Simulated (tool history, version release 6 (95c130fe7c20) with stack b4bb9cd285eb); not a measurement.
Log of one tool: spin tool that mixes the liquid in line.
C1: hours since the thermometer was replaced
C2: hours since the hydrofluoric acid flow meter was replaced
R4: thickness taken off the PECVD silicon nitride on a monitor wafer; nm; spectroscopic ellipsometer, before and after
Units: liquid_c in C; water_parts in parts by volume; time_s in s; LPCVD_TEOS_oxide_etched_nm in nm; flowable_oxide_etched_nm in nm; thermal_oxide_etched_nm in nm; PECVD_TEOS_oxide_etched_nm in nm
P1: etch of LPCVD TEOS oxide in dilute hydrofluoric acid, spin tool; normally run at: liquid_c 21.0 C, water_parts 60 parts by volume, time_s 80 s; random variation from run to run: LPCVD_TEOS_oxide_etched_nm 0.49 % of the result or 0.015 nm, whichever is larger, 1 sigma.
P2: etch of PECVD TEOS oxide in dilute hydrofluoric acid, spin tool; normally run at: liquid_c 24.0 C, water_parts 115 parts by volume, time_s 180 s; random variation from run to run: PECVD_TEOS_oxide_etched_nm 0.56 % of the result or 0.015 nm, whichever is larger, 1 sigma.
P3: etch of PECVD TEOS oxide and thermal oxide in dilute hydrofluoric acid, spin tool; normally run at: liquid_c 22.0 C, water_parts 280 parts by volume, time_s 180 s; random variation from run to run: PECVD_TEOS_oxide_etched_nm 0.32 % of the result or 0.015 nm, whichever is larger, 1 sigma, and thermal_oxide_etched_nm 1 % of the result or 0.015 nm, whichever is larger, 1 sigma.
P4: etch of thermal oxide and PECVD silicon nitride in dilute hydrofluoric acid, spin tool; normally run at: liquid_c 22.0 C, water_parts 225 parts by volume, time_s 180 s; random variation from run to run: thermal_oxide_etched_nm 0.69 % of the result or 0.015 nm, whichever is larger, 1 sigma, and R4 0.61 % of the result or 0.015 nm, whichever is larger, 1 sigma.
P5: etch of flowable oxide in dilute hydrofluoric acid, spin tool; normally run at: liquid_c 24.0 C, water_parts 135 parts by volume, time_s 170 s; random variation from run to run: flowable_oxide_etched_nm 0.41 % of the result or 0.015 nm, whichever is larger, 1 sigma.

run 1 hour=8.7 | process=P1 liquid_c=21.0 water_parts=60 time_s=80 | C1=414.8 C2=659.5 | LPCVD_TEOS_oxide_etched_nm=32.1510
run 2 hour=13.0 | process=P5 liquid_c=17.0 water_parts=135 time_s=170 | C1=419.1 C2=663.8 | flowable_oxide_etched_nm=29.266
run 3 hour=20.2 | process=P4 liquid_c=17.0 water_parts=225 time_s=180 | C1=426.3 C2=671.0 | thermal_oxide_etched_nm=2.4173 R4=2.9555
run 4 hour=26.1 | process=P1 liquid_c=21.0 water_parts=60 time_s=80 | C1=432.2 C2=676.9 | LPCVD_TEOS_oxide_etched_nm=31.9270
run 5 hour=35.5 | process=P5 liquid_c=24.0 water_parts=135 time_s=170 | C1=441.6 C2=686.3 | flowable_oxide_etched_nm=38.878
run 6 hour=41.0 | process=P1 liquid_c=17.5 water_parts=60 time_s=80 | C1=447.1 C2=691.8 | LPCVD_TEOS_oxide_etched_nm=27.8050
run 7 hour=48.5 | process=P5 liquid_c=24.0 water_parts=35 time_s=170 | C1=454.6 C2=699.3 | flowable_oxide_etched_nm=170.150
run 8 hour=56.8 | process=P1 liquid_c=21.0 water_parts=60 time_s=80 | C1=462.9 C2=707.6 | LPCVD_TEOS_oxide_etched_nm=32.2450
run 9 hour=61.7 | process=P4 liquid_c=22.0 water_parts=225 time_s=180 | C1=467.8 C2=712.5 | thermal_oxide_etched_nm=2.9447 R4=4.0866
run 10 hour=71.0 | process=P2 liquid_c=24.0 water_parts=115 time_s=270 | C1=477.1 C2=721.8 | PECVD_TEOS_oxide_etched_nm=26.0040
run 11 hour=75.5 | process=P5 liquid_c=24.0 water_parts=135 time_s=170 | C1=481.6 C2=726.3 | flowable_oxide_etched_nm=38.948
run 12 hour=83.3 | process=P4 liquid_c=22.0 water_parts=225 time_s=180 | C1=489.4 C2=734.1 | thermal_oxide_etched_nm=2.9268 R4=4.1685
run 13 hour=91.6 | process=P3 liquid_c=22.0 water_parts=280 time_s=360 | C1=497.7 C2=742.4 | thermal_oxide_etched_nm=4.4799 PECVD_TEOS_oxide_etched_nm=14.4270
run 14 hour=98.9 | process=P1 liquid_c=21.0 water_parts=35 time_s=80 | C1=505.0 C2=749.7 | LPCVD_TEOS_oxide_etched_nm=57.3130
run 15 hour=103.6 | process=P3 liquid_c=22.0 water_parts=280 time_s=180 | C1=509.7 C2=754.4 | thermal_oxide_etched_nm=2.2642 PECVD_TEOS_oxide_etched_nm=7.2044
run 16 hour=109.8 | process=P1 liquid_c=21.0 water_parts=60 time_s=145 | C1=515.9 C2=760.6 | LPCVD_TEOS_oxide_etched_nm=58.4740
run 17 hour=118.1 | process=P1 liquid_c=21.0 water_parts=60 time_s=80 | C1=524.2 C2=768.9 | LPCVD_TEOS_oxide_etched_nm=32.1380
run 18 hour=124.9 | process=P4 liquid_c=22.0 water_parts=225 time_s=350 | C1=531.0 C2=775.7 | thermal_oxide_etched_nm=5.7142 R4=8.0220
run 19 hour=133.2 | process=P1 liquid_c=21.0 water_parts=60 time_s=80 | C1=539.3 C2=784.0 | LPCVD_TEOS_oxide_etched_nm=32.4040
run 20 hour=142.3 | process=P3 liquid_c=22.0 water_parts=280 time_s=180 | C1=548.4 C2=793.1 | thermal_oxide_etched_nm=2.2387 PECVD_TEOS_oxide_etched_nm=7.2169
run 21 hour=147.8 | process=P3 liquid_c=22.0 water_parts=45 time_s=180 | C1=553.9 C2=798.6 | thermal_oxide_etched_nm=18.0670 PECVD_TEOS_oxide_etched_nm=57.7870
run 22 hour=156.1 | process=P2 liquid_c=17.0 water_parts=115 time_s=180 | C1=562.2 C2=806.9 | PECVD_TEOS_oxide_etched_nm=12.9700
run 23 hour=165.1 | process=P2 liquid_c=24.0 water_parts=35 time_s=180 | C1=571.2 C2=815.9 | PECVD_TEOS_oxide_etched_nm=62.8870
run 24 hour=171.8 | process=P1 liquid_c=21.0 water_parts=60 time_s=80 | C1=577.9 C2=822.6 | LPCVD_TEOS_oxide_etched_nm=32.2340
run 25 hour=180.0 | process=P1 liquid_c=21.0 water_parts=60 time_s=80 | C1=586.1 C2=830.8 | LPCVD_TEOS_oxide_etched_nm=32.1700
run 26 hour=185.1 | process=P4 liquid_c=22.0 water_parts=60 time_s=180 | C1=591.2 C2=835.9 | thermal_oxide_etched_nm=13.2450 R4=14.9420
run 27 hour=191.4 | process=P1 liquid_c=28.5 water_parts=60 time_s=80 | C1=597.5 C2=842.2 | LPCVD_TEOS_oxide_etched_nm=43.7700
run 28 hour=196.1 | process=P3 liquid_c=17.0 water_parts=280 time_s=180 | C1=602.2 C2=846.9 | thermal_oxide_etched_nm=1.8671 PECVD_TEOS_oxide_etched_nm=6.0150
run 29 hour=205.5 | process=P1 liquid_c=21.0 water_parts=90 time_s=80 | C1=611.6 C2=856.3 | LPCVD_TEOS_oxide_etched_nm=20.6400
run 30 hour=213.1 | process=P2 liquid_c=24.0 water_parts=115 time_s=180 | C1=619.2 C2=863.9 | PECVD_TEOS_oxide_etched_nm=17.5420
run 31 hour=217.5 | process=P1 liquid_c=25.5 water_parts=95 time_s=80 | C1=623.6 C2=868.3 | LPCVD_TEOS_oxide_etched_nm=23.4760
run 32 hour=221.9 | process=P5 liquid_c=24.0 water_parts=135 time_s=95 | C1=628.0 C2=872.7 | flowable_oxide_etched_nm=21.734
run 33 hour=228.3 | process=P1 liquid_c=21.0 water_parts=85 time_s=125 | C1=634.4 C2=879.1 | LPCVD_TEOS_oxide_etched_nm=34.6730
run 34 hour=234.5 | process=P1 liquid_c=21.0 water_parts=60 time_s=20 | C1=640.6 C2=885.3 | LPCVD_TEOS_oxide_etched_nm=8.0751
run 35 hour=240.7 | process=P1 liquid_c=21.0 water_parts=60 time_s=80 | C1=646.8 C2=891.5 | LPCVD_TEOS_oxide_etched_nm=32.3710
run 36 hour=245.0 | process=P1 liquid_c=21.0 water_parts=60 time_s=80 | C1=651.1 C2=895.8 | LPCVD_TEOS_oxide_etched_nm=31.9400
run 37 hour=253.7 | process=P1 liquid_c=21.0 water_parts=60 time_s=80 | C1=659.8 C2=904.5 | LPCVD_TEOS_oxide_etched_nm=31.1790
run 38 hour=262.5 | process=P1 liquid_c=21.0 water_parts=60 time_s=80 | C1=668.6 C2=913.3 | LPCVD_TEOS_oxide_etched_nm=30.6960
run 39 hour=268.0 | process=P1 liquid_c=21.0 water_parts=60 time_s=80 | C1=674.1 C2=918.8 | LPCVD_TEOS_oxide_etched_nm=30.4330
run 40 hour=272.5 | process=P1 liquid_c=21.0 water_parts=60 time_s=80 | C1=678.6 C2=923.3 | LPCVD_TEOS_oxide_etched_nm=30.6270
run 41 hour=277.1 | process=P1 liquid_c=21.0 water_parts=60 time_s=80 | C1=683.2 C2=927.9 | LPCVD_TEOS_oxide_etched_nm=30.7980
run 42 hour=286.2 | process=P1 liquid_c=21.0 water_parts=60 time_s=80 | C1=692.3 C2=937.0 | LPCVD_TEOS_oxide_etched_nm=30.3200
run 43 hour=292.2 | process=P1 liquid_c=21.0 water_parts=60 time_s=80 | C1=698.3 C2=943.0 | LPCVD_TEOS_oxide_etched_nm=30.3440
run 44 hour=297.4 | process=P1 liquid_c=21.0 water_parts=60 time_s=80 | C1=703.5 C2=948.2 | LPCVD_TEOS_oxide_etched_nm=30.3530
run 45 hour=303.4 | process=P1 liquid_c=21.0 water_parts=60 time_s=80 | C1=709.5 C2=954.2 | LPCVD_TEOS_oxide_etched_nm=30.2980

What P1 gives has crept away from where it was. These 2 causes fit the log equally well, each at the size given:
A: liquid colder than its thermometer reads (K) = 1.48
B: hydrofluoric acid flow below the setpoint (%) = 5.62
The creep began at about hour 240.7.

4 check runs are offered, each on 2 wafers whose results are averaged, their results left as question marks. Which one tells the causes apart?
run check 1 hour=309.4 | process=P5 liquid_c=24.0 water_parts=55 time_s=170 | flowable_oxide_etched_nm=?
run check 2 hour=309.4 | process=P4 liquid_c=17.0 water_parts=225 time_s=345 | thermal_oxide_etched_nm=? R4=?
run check 3 hour=309.4 | process=P3 liquid_c=22.0 water_parts=80 time_s=180 | thermal_oxide_etched_nm=? PECVD_TEOS_oxide_etched_nm=?
run check 4 hour=309.4 | process=P2 liquid_c=24.0 water_parts=50 time_s=180 | PECVD_TEOS_oxide_etched_nm=?

What each check would give under each cause:
check=check_1 result=flowable_oxide_etched_nm if_A=99.312 if_B=99.192
check=check_2 result=thermal_oxide_etched_nm if_A=4.3843 if_B=4.3363
check=check_2 result=R4 if_A=5.1451 if_B=5.3792
check=check_3 result=thermal_oxide_etched_nm if_A=9.1997 if_B=9.1759
check=check_3 result=PECVD_TEOS_oxide_etched_nm if_A=29.2300 if_B=29.1540
check=check_4 result=PECVD_TEOS_oxide_etched_nm if_A=40.8210 if_B=40.7970
How far apart the two closest causes lie, in the result that separates them most: check 1 0.12 %; check 2 4.45 %; check 3 0.26 %; check 4 0.06 %
Only check 2 tells the causes apart: in the others they would give nearly the same result.

Then check 2 was run and gave: thermal_oxide_etched_nm 4.3602 nm; R4 5.4173 nm. Which cause is it?

It is B: hydrofluoric acid flow below the setpoint (%).
